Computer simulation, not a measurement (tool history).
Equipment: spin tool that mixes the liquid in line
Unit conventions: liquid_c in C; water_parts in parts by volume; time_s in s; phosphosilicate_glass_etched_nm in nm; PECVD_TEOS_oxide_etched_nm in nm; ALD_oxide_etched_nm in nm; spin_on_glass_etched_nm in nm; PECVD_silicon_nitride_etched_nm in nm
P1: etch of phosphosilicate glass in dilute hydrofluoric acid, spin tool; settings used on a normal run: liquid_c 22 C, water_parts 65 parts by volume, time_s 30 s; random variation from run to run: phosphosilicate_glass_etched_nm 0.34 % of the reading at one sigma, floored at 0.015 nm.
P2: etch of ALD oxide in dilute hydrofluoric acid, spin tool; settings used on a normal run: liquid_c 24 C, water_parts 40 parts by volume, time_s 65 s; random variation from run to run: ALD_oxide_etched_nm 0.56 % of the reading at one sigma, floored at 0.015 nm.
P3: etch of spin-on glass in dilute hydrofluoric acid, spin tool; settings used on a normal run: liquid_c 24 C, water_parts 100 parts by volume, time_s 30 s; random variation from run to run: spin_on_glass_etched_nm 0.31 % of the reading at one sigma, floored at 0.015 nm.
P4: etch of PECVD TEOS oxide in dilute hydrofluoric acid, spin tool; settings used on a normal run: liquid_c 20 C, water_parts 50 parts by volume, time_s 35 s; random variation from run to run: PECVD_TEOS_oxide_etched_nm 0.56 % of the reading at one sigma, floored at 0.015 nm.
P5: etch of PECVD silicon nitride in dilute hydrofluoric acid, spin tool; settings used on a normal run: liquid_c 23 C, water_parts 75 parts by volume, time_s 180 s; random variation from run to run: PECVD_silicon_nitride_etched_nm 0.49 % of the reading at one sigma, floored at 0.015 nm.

run	hour	process	liquid_c	water_parts	time_s	phosphosilicate_glass_etched_nm	PECVD_TEOS_oxide_etched_nm	ALD_oxide_etched_nm	spin_on_glass_etched_nm	PECVD_silicon_nitride_etched_nm
1	13.4	P1	22	65	30	27.289				
2	30.5	P4	20	50	15		3.0736			
3	47.5	P4	20	50	35		7.2075			
4	63.4	P1	22	65	30	27.194				
5	78.2	P4	28	50	35		10.188			
6	95.4	P1	22	65	30	27.27				
7	106.2	P1	22	65	30	27.468				
8	120	P1	17	65	30	22.049				
9	133.3	P2	24	40	65			26.478		
10	143.7	P3	17.5	100	30				8.2853	
11	151.3	P1	26	65	30	32.207				
12	167.9	P1	22	35	30	52.825				
13	176.5	P3	24	100	30				10.775	
14	187	P3	24	100	55				19.842	
15	200.2	P1	22	30	15	30.975				
16	210.9	P4	20	70	35		5.0279			
17	220	P1	22	65	45	41.013				
18	230.4	P2	24	20	65			54.157		
19	244.3	P1	22	65	30	27.38				
20	254.1	P3	24	100	30				10.844	
21	267.3	P2	24	40	65			26.356		
22	279.8	P5	23	75	350					10.967
23	294.1	P5	23	75	180					5.6704
24	310.1	P5	23	75	180					5.6164
25	319.2	P1	22	65	15	13.676				
26	334.7	P2	24	40	95			38.487		
27	346.2	P2	17	40	65			19.54		
28	363.4	P5	17	75	180					3.7111
29	373.2	P3	24	155	30				6.5386	
30	382.2	P5	23	45	180					9.3628
31	397.8	P1	22	90	30	19.187				
32	408	P1	22	65	30	27.299				
33	418.1	P1	22	65	30	26.583				
34	427.5	P1	22	65	30	26.123				
35	444.6	P1	22	65	30	25.778				
36	461.5	P1	22	65	30	25.331				
37	476.1	P1	22	65	30	25.456				
38	487.1	P1	22	65	30	25.406				
39	500.7	P1	22	65	30	25.316				
40	511.9	P1	22	65	30	25.089				
41	524.8	P1	22	65	30	25.108				

The output of P1 has drifted from where it used to be. Each of the 2 causes below, taken at the size shown beside it, accounts for the log equally well:
A: liquid colder than its thermometer reads (K) = 1.95
B: hydrofluoric acid flow below the setpoint (%) = 7.2
The gradual shift began around hour 408.

Of the 4 check runs listed below, each run on one wafer and each result written as a question mark, which would let you distinguish the listed causes because they would give clearly different results?
check 1	537.7	P4	20	50	35		?			
check 2	537.7	P2	24	40	65			?		
check 3	537.7	P5	23	75	180					?
check 4	537.7	P3	24	100	30				?	

Expected result of each check under each candidate cause:
check	result	if A	if B
check 1	PECVD_TEOS_oxide_etched_nm	6.6953	6.7227
check 2	ALD_oxide_etched_nm	24.318	24.384
check 3	PECVD_silicon_nitride_etched_nm	4.9532	5.2518
check 4	spin_on_glass_etched_nm	10.042	9.9789
Gap, in per cent, between the two causes that each check separates least, read from the result that separates them most: check 1 0.41 %; check 2 0.27 %; check 3 5.85 %; check 4 0.63 %
Check 3 distinguishes between the causes, while the remaining checks would return nearly the same result for all of them.

The results of check 3 are: PECVD_silicon_nitride_etched_nm 5.2731 nm. Based on these, which of the listed causes is it?

B is the cause: hydrofluoric acid flow below the setpoint (%).
